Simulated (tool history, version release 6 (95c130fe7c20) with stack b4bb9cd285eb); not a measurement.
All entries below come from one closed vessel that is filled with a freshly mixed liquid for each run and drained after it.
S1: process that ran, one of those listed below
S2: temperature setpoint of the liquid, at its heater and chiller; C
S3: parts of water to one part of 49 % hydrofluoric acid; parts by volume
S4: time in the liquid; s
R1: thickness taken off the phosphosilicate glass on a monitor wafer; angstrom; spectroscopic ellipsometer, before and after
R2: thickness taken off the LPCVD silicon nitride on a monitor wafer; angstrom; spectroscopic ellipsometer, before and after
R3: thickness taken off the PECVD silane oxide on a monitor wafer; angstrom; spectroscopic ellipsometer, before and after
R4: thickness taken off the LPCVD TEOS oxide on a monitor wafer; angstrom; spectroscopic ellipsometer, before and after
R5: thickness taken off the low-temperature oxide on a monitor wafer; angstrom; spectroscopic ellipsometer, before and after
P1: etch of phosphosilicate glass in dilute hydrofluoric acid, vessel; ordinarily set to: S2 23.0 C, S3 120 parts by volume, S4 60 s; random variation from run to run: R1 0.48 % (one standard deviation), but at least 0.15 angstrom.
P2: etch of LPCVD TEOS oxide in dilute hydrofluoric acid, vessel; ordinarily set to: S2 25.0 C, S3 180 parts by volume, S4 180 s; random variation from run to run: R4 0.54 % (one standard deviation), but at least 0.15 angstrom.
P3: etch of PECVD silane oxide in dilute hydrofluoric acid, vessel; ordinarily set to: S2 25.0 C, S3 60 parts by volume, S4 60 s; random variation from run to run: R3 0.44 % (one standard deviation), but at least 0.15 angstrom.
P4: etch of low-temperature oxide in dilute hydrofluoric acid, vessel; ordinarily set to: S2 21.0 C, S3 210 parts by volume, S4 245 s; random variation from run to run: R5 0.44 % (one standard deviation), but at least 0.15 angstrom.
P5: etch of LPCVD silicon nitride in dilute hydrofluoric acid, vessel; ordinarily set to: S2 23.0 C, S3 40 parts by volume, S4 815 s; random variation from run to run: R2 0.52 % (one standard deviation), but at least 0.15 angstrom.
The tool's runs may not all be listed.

run	hour	S1	S2	S3	S4	R1	R2	R3	R4	R5
1	7.7	P1	23.0	120	60	493.02				
2	16.3	P5	23.0	40	815		112.790			
3	29.9	P1	23.0	120	60	492.00				
4	45.5	P1	23.0	120	60	493.07				
5	60.5	P1	23.0	120	30	246.29				
6	70.8	P1	23.0	120	60	497.42				
7	82.4	P3	25.0	60	85			405.98		
8	97.4	P1	17.0	70	60	697.32				
9	107.3	P1	23.0	120	60	492.48				
10	118.9	P1	27.5	120	30	289.90				
11	136.2	P5	23.0	40	240		33.655			
12	145.8	P2	25.0	180	340				644.35	
13	153.4	P4	21.0	210	245					123.520
14	166.5	P3	25.0	30	60			596.57		
15	180.0	P4	29.0	210	245					165.300
16	194.9	P2	20.0	180	180				281.02	
17	205.4	P4	21.0	345	245					66.187
18	216.1	P2	25.0	260	180				219.32	
19	230.7	P1	23.0	120	90	747.98				
20	243.2	P1	23.0	45	60	1438.20				
# hour 248.4: thermometer replaced
21	258.3	P3	25.0	60	60			285.09		
22	275.7	P5	23.0	40	815		113.180			
23	293.1	P1	17.0	120	60	389.07				
24	302.9	P4	21.0	210	245					122.830
25	313.8	P1	23.0	210	60	255.45				
26	330.7	P2	25.0	180	180				340.60	
27	346.5	P5	23.0	25	815		178.130			
28	361.5	P1	27.5	120	60	587.74				
29	372.9	P5	18.0	40	815		78.985			
30	386.9	P3	30.0	60	60			350.96		
31	398.2	P4	21.0	210	355					177.880
32	407.5	P2	25.0	180	180				342.00	
33	424.5	P1	23.0	120	60	491.60				
34	440.4	P1	23.0	120	60	513.18				
35	448.1	P1	23.0	120	60	516.02				
36	461.6	P1	23.0	120	60	515.57				
37	469.8	P1	23.0	120	60	522.33				
38	479.8	P1	23.0	120	60	531.26				
39	495.9	P1	23.0	120	60	525.00				
40	510.0	P1	23.0	120	60	528.01				
41	519.9	P1	23.0	120	60	530.67				

Something has made what P1 gives creep away from where it was; the 2 causes below, each at its own stated size, fit the log equally well:
A: liquid hotter than its thermometer reads (K) = 1.78
B: hydrofluoric acid flow above the setpoint (%) = 6.31
The gradual shift began around hour 424.5.

Consider the 4 single-wafer check runs listed below, results given as question marks: which one distinguishes between the causes by giving clearly different results for each?
check 1	529.8	P2	25.0	180	180				?	
check 2	529.8	P4	21.0	210	245					?
check 3	529.8	P3	25.0	60	60			?		
check 4	529.8	P5	23.0	40	815		?			

How each check would come out, cause by cause:
check	result	if A	if B
check 1	R4	364.36	367.26
check 2	R5	131.780	132.670
check 3	R3	307.99	306.26
check 4	R2	127.380	119.800
Smallest distance between any two causes, each pair judged by its most separating result, in per cent: check 1 0.79 %; check 2 0.67 %; check 3 0.56 %; check 4 6.14 %
The causes can be told apart only by check 4. The other checks would give nearly the same results under each of them.

With check 4 done, the readings were: R2 120.530 angstrom. Identify which of the listed causes applies.

The correct cause is B, namely: hydrofluoric acid flow above the setpoint (%).
